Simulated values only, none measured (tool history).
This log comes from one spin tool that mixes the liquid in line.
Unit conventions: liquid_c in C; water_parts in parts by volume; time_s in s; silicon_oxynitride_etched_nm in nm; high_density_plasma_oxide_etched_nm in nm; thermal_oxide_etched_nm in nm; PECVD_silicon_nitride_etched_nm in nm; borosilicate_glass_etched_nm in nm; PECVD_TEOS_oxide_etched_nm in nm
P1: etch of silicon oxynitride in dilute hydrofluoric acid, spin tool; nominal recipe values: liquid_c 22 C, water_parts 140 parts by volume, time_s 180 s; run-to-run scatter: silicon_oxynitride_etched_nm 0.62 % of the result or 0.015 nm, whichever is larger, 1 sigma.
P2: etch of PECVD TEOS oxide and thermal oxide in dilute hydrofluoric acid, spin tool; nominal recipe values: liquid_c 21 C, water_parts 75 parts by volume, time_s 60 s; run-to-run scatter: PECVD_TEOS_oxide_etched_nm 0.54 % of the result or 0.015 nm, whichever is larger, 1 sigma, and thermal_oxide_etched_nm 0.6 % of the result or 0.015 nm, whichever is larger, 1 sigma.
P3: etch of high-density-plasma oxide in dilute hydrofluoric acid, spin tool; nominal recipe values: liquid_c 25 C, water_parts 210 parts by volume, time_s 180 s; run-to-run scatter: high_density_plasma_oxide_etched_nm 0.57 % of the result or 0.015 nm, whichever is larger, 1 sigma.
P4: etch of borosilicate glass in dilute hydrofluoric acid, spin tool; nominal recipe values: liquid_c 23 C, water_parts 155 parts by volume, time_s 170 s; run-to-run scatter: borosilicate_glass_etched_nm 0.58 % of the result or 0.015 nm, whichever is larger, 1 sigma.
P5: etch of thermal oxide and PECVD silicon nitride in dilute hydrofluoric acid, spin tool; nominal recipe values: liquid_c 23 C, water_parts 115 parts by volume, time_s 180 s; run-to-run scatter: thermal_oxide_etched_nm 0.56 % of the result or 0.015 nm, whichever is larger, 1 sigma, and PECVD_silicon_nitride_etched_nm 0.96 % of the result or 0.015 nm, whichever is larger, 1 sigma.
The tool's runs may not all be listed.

run    day  process  liquid_c  water_parts  time_s  hours since the thermometer was replaced  hours since the hydrofluoric acid flow meter was replaced  silicon_oxynitride_etched_nm  high_density_plasma_oxide_etched_nm  thermal_oxide_etched_nm  PECVD_silicon_nitride_etched_nm  borosilicate_glass_etched_nm  PECVD_TEOS_oxide_etched_nm
  1  0.238       P1        22          140     180                                    1149.1                                                     1273.7                        3.2989
  2  0.388       P3        32          210     180                                    1152.7                                                     1277.3                                                             5.0389
  3  0.583       P5        23          115     180                                    1157.4                                                       1282                                                                                      6.5587                           2.6892
  4  0.742       P1        22          140     180                                    1161.2                                                     1285.8                         3.304
  5    0.9       P5        17          115     180                                      1165                                                     1289.6                                                                                      5.1677                           1.7344
  6  1.062       P4        23          155      25                                    1168.9                                                     1293.5                                                                                                                                                     3.5866
  7  1.183       P1        22          250     180                                    1171.8                                                     1296.4                         1.717
  8  1.329       P2        21           25      60                                    1175.3                                                     1299.9                                                                                      10.563                                                                                     19.496
  9  1.479       P2        21           75      60                                    1178.9                                                     1303.5                                                                                      3.2989                                                                                     6.1385
 10  1.604       P1        22          140     180                                    1181.9                                                     1306.5                        3.2303
 11  1.829       P1        22          140      55                                    1187.3                                                     1311.9                         0.982
 12  1.988       P1        22           30     180                                    1191.1                                                     1315.7                         16.46
 13  2.212       P2        21           75      60                                    1196.5                                                     1321.1                                                                                      3.2784                                                                                     6.1464
 14  2.338       P1      26.5          140     180                                    1199.5                                                     1324.1                        4.0308
 15  2.592       P2        21           75      35                                    1205.6                                                     1330.2                                                                                      1.9288                                                                                     3.5399
 16  2.829       P5        23          115     180                                    1211.3                                                     1335.9                                                                                      6.4947                           2.6339
 17  3.029       P3        25           35     180                                    1216.1                                                     1340.7                                                             29.358
 18  3.225       P2        17           75      60                                    1220.8                                                     1345.4                                                                                      2.8245                                                                                     5.0574
 19  3.354       P1        22          140     180                                    1223.9                                                     1348.5                        3.2561
 20  3.521       P5        23          115     330                                    1227.9                                                     1352.5                                                                                      11.902                           4.9715
 21  3.775       P4        23           35     170                                      1234                                                     1358.6                                                                                                                                                     126.02
 22  3.983       P5        23          195     180                                      1239                                                     1363.6                                                                                       3.557                           1.5868
 23  4.217       P4        30          155     170                                    1244.6                                                     1369.2                                                                                                                                                     31.878
 24  4.325       P1        22          140     180                                    1247.2                                                     1371.8                        3.2571
 25  4.579       P4        23          155     170                                    1253.3                                                     1377.9                                                                                                                                                     24.352

Expected results for the next run?
 26  4.729       P1        17          140     180                                    1256.9                                                     1381.5                             ?

Run 26 measured silicon_oxynitride_etched_nm 2.5532 nm.

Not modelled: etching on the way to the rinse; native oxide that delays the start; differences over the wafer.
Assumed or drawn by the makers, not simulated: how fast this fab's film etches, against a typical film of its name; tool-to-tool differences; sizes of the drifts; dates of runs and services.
